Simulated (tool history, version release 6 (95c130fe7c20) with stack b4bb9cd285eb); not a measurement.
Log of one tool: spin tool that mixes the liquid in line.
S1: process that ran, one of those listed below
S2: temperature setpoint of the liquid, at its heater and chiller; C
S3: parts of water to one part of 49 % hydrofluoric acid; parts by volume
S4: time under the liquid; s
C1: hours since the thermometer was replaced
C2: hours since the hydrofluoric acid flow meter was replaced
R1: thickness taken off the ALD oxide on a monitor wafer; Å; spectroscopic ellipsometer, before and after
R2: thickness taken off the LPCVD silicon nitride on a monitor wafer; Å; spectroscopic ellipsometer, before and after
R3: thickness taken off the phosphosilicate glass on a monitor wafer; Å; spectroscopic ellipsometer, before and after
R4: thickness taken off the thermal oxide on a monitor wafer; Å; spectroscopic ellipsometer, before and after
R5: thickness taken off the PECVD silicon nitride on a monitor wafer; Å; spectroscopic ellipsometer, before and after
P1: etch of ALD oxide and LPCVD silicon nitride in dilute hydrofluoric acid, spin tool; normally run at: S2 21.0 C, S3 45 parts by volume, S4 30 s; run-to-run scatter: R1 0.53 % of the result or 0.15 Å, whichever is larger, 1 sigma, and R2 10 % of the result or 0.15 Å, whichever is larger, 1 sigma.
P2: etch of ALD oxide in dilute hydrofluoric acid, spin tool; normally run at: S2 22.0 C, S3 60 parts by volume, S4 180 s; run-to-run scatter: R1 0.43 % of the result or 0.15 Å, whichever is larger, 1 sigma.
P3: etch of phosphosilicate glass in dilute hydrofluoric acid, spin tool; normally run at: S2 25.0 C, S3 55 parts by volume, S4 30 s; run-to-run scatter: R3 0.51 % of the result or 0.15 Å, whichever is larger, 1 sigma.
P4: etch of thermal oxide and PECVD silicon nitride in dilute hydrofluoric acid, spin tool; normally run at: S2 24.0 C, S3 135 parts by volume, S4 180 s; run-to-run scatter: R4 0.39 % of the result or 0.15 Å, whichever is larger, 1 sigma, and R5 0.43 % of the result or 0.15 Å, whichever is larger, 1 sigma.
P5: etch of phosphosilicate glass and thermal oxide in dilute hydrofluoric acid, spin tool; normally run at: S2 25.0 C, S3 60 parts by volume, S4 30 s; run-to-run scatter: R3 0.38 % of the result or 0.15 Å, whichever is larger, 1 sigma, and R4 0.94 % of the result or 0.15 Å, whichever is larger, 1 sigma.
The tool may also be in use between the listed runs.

run	hour	S1	S2	S3	S4	C1	C2	R1	R2	R3	R4	R5
1	8.0	P1	21.0	45	30	1151.9	76.4	80.008	2.7628			
2	22.3	P3	25.0	105	30	1166.2	90.7			231.57		
3	31.6	P5	20.0	60	30	1175.5	100.0			324.76	20.8530	
4	40.6	P1	21.0	20	55	1184.5	109.0	335.610	10.6810			
5	52.8	P2	30.5	60	180	1196.7	121.2	416.020				
6	67.7	P4	24.0	240	180	1211.6	136.1				31.9150	32.6010
7	77.0	P3	25.0	55	30	1220.9	145.4			471.15		
8	85.7	P1	21.0	60	30	1229.6	154.1	58.169	1.9178			
9	93.5	P5	25.0	60	30	1237.4	161.9			399.79	25.6010	
10	108.2	P4	20.0	135	180	1252.1	176.6				54.4720	44.7880
11	122.6	P1	21.0	20	30	1266.5	191.0	183.670	5.6961			
12	136.5	P5	25.0	90	30	1280.4	204.9			257.36	16.1370	
13	147.0	P3	25.0	55	30	1290.9	215.4			470.03		
# hour 147.7: hydrofluoric acid flow meter replaced
14	157.8	P2	22.0	60	180	1301.7	10.2	295.890				
15	169.9	P1	21.0	45	30	1313.8	22.3	79.536	2.6991			
16	183.0	P3	25.0	55	60	1326.9	35.4			950.82		
17	191.2	P1	21.0	45	55	1335.1	43.6	145.640	4.1869			
18	198.8	P5	25.0	60	30	1342.7	51.2			398.31	25.1510	
19	208.0	P3	18.5	55	30	1351.9	60.4			363.30		
20	220.7	P1	21.0	45	30	1364.6	73.1	79.392	2.8971			
21	233.9	P2	22.0	40	180	1377.8	86.3	456.790				
22	248.5	P1	17.0	45	30	1392.4	100.9	67.108	1.5513			
23	263.1	P1	21.0	45	30	1407.0	115.5	79.047	2.9062			
24	271.8	P2	22.0	60	180	1415.7	124.2	298.090				
25	286.1	P1	21.0	45	15	1430.0	138.5	39.875	1.2746			
26	294.3	P4	24.0	135	20	1438.2	146.7				7.0231	6.3505
# hour 299.7: thermometer replaced
27	307.7	P1	21.0	45	30	8.0	160.1	79.080	2.4690			

Forecast run 28:
28	314.3	P1	21.0	45	30	14.6	166.7	?	?			

Run 28 gave R1 79.367 Å, R2 2.8607 Å.
